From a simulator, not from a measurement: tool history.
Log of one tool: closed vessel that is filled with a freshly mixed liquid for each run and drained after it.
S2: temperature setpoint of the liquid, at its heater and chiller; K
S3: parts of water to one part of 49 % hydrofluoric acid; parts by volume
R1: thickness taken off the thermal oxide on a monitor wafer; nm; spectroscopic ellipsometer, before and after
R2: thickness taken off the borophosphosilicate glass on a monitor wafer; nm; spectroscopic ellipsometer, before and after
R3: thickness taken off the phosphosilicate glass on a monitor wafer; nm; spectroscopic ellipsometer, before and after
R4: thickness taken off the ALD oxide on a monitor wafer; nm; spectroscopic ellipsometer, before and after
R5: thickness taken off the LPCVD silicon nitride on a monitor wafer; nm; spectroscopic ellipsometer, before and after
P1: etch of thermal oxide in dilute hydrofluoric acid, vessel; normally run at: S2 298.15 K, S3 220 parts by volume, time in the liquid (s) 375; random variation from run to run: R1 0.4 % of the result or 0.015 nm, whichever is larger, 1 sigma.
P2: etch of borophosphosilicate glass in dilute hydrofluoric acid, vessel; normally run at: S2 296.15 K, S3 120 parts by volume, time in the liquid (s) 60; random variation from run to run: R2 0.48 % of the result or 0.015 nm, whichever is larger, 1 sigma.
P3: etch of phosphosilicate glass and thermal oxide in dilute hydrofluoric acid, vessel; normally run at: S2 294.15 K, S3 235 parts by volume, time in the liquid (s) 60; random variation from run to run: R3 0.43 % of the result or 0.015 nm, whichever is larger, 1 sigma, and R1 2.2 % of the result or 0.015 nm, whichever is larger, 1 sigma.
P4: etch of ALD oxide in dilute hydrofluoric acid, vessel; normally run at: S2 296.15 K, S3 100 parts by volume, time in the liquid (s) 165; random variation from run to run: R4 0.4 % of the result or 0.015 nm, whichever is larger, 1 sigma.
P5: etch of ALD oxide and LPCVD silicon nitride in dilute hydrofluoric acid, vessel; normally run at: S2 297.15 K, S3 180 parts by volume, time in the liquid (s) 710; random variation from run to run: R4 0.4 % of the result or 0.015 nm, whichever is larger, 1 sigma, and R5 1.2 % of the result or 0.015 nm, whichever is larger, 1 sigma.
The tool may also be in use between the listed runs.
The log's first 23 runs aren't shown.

{"run": 24, "hour": 139.9, "process that ran": "P2", "S2": 296.15, "S3": 120, "time in the liquid (s)": 30, "R2": 8.0653}
{"run": 25, "hour": 145.2, "process that ran": "P1", "S2": 298.15, "S3": 305, "time in the liquid (s)": 375, "R1": 4.9054}
{"run": 26, "hour": 148.9, "process that ran": "P1", "S2": 298.15, "S3": 220, "time in the liquid (s)": 375, "R1": 7.4297}
{"hour": 153.0, "done": "hydrofluoric acid flow meter replaced"}
{"run": 27, "hour": 153.2, "process that ran": "P1", "S2": 298.15, "S3": 220, "time in the liquid (s)": 375, "R1": 7.4215}
{"run": 28, "hour": 159.2, "process that ran": "P1", "S2": 302.65, "S3": 220, "time in the liquid (s)": 230, "R1": 5.3412}
{"run": 29, "hour": 162.7, "process that ran": "P1", "S2": 302.15, "S3": 220, "time in the liquid (s)": 375, "R1": 8.5716}
{"run": 30, "hour": 169.1, "process that ran": "P4", "S2": 296.15, "S3": 100, "time in the liquid (s)": 165, "R4": 15.652}
{"run": 31, "hour": 173.9, "process that ran": "P1", "S2": 298.15, "S3": 220, "time in the liquid (s)": 375, "R1": 7.4958}
{"run": 32, "hour": 178.8, "process that ran": "P5", "S2": 305.15, "S3": 180, "time in the liquid (s)": 710, "R4": 70.632, "R5": 3.1857}
{"run": 33, "hour": 183.8, "process that ran": "P3", "S2": 290.15, "S3": 235, "time in the liquid (s)": 60, "R1": 0.79877, "R3": 17.704}
{"run": 34, "hour": 188.3, "process that ran": "P1", "S2": 298.15, "S3": 220, "time in the liquid (s)": 375, "R1": 7.4297}
{"run": 35, "hour": 193.8, "process that ran": "P1", "S2": 298.15, "S3": 220, "time in the liquid (s)": 375, "R1": 7.6122}
{"run": 36, "hour": 200.3, "process that ran": "P1", "S2": 298.15, "S3": 220, "time in the liquid (s)": 375, "R1": 7.6871}
{"run": 37, "hour": 203.8, "process that ran": "P1", "S2": 298.15, "S3": 220, "time in the liquid (s)": 375, "R1": 7.7999}
{"run": 38, "hour": 209.9, "process that ran": "P1", "S2": 298.15, "S3": 220, "time in the liquid (s)": 375, "R1": 7.8721}
{"run": 39, "hour": 216.8, "process that ran": "P1", "S2": 298.15, "S3": 220, "time in the liquid (s)": 375, "R1": 7.8482}
{"run": 40, "hour": 223.1, "process that ran": "P1", "S2": 298.15, "S3": 220, "time in the liquid (s)": 375, "R1": 7.9221}
{"run": 41, "hour": 227.1, "process that ran": "P1", "S2": 298.15, "S3": 220, "time in the liquid (s)": 375, "R1": 7.8876}

Run 42 comes next. What will it give?
{"run": 42, "hour": 232.0, "process that ran": "P1", "S2": 298.15, "S3": 220, "time in the liquid (s)": 375, "R1": "?"}

{"run 42": {"R1": 7.9302}}

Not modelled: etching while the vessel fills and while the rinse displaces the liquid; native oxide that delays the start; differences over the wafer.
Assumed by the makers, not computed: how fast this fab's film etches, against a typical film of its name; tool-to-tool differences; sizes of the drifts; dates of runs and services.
